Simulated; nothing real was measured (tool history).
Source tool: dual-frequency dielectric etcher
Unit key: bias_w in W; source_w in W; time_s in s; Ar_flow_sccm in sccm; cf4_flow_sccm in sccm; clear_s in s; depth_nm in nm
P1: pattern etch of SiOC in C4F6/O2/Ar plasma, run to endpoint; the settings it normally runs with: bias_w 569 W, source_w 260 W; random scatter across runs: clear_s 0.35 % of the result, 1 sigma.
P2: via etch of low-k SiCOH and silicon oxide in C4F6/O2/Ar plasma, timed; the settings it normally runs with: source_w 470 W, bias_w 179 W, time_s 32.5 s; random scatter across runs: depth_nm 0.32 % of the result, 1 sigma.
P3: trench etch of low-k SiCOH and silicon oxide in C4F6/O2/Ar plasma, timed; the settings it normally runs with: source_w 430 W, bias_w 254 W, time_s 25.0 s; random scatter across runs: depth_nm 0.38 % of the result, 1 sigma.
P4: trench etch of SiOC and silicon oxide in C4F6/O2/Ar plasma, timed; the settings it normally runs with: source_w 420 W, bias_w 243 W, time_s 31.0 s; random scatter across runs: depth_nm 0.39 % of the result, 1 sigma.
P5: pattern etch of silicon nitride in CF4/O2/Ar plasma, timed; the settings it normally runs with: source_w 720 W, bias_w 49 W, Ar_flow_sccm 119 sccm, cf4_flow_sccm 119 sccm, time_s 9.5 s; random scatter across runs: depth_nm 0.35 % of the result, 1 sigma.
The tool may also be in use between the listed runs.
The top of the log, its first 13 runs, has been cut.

run,hour,process,bias_w,source_w,time_s,Ar_flow_sccm,cf4_flow_sccm,hours since the last wet clean,hours since the last bias power generator calibration,hours since the last source power generator calibration,clear_s,depth_nm
14,126.5,P5,49,720,9.5,119,119,462.6,1381.3,26.9,,25.116
15,136.6,P5,49,720,9.5,119,119,472.7,1391.4,37.0,,25.177
16,142.8,P5,49,720,9.5,119,73,478.9,1397.6,43.2,,23.494
17,149.3,P1,569,260,,,,485.4,1404.1,49.7,13.489,
18,156.0,P3,254,430,25.0,,,492.1,1410.8,56.4,,88.227
19,168.6,P2,179,620,32.5,,,504.7,1423.4,69.0,,87.219
20,175.2,P3,254,300,25.0,,,511.3,1430.0,75.6,,77.167
21,188.3,P1,371,260,,,,524.4,1443.1,88.7,15.838,
22,198.1,P1,569,260,,,,534.2,1452.9,98.5,13.473,
23,209.8,P1,431,310,,,,545.9,1464.6,110.2,14.009,
24,222.2,P1,460,180,,,,558.3,1477.0,122.6,16.708,
25,230.3,P2,179,470,32.5,,,566.4,1485.1,130.7,,78.393
26,240.5,P3,254,430,36.5,,,576.6,1495.3,140.9,,128.630
27,247.9,P3,254,430,25.0,,,584.0,1502.7,148.3,,88.194
28,260.7,P2,179,470,48.0,,,596.8,1515.5,161.1,,116.540
29,271.6,P4,345,420,31.0,,,607.7,1526.4,172.0,,78.967
30,284.0,P1,569,160,,,,620.1,1538.8,184.4,16.049,
31,293.1,P3,181,430,25.0,,,629.2,1547.9,193.5,,78.923
32,300.6,P5,49,720,9.5,169,119,636.7,1555.4,201.0,,23.868
33,309.9,P1,569,330,,,,646.0,1564.7,210.3,12.398,
34,318.3,P5,49,420,9.5,119,119,654.4,1573.1,218.7,,15.760
35,327.6,P1,569,260,,,,663.7,1582.4,228.0,13.505,

Run 36, settings as shown, results not yet in. Your forecast:
36,335.8,P1,569,260,,,,671.9,1590.6,236.2,?,

{"run 36": {"clear_s": 13.565}}

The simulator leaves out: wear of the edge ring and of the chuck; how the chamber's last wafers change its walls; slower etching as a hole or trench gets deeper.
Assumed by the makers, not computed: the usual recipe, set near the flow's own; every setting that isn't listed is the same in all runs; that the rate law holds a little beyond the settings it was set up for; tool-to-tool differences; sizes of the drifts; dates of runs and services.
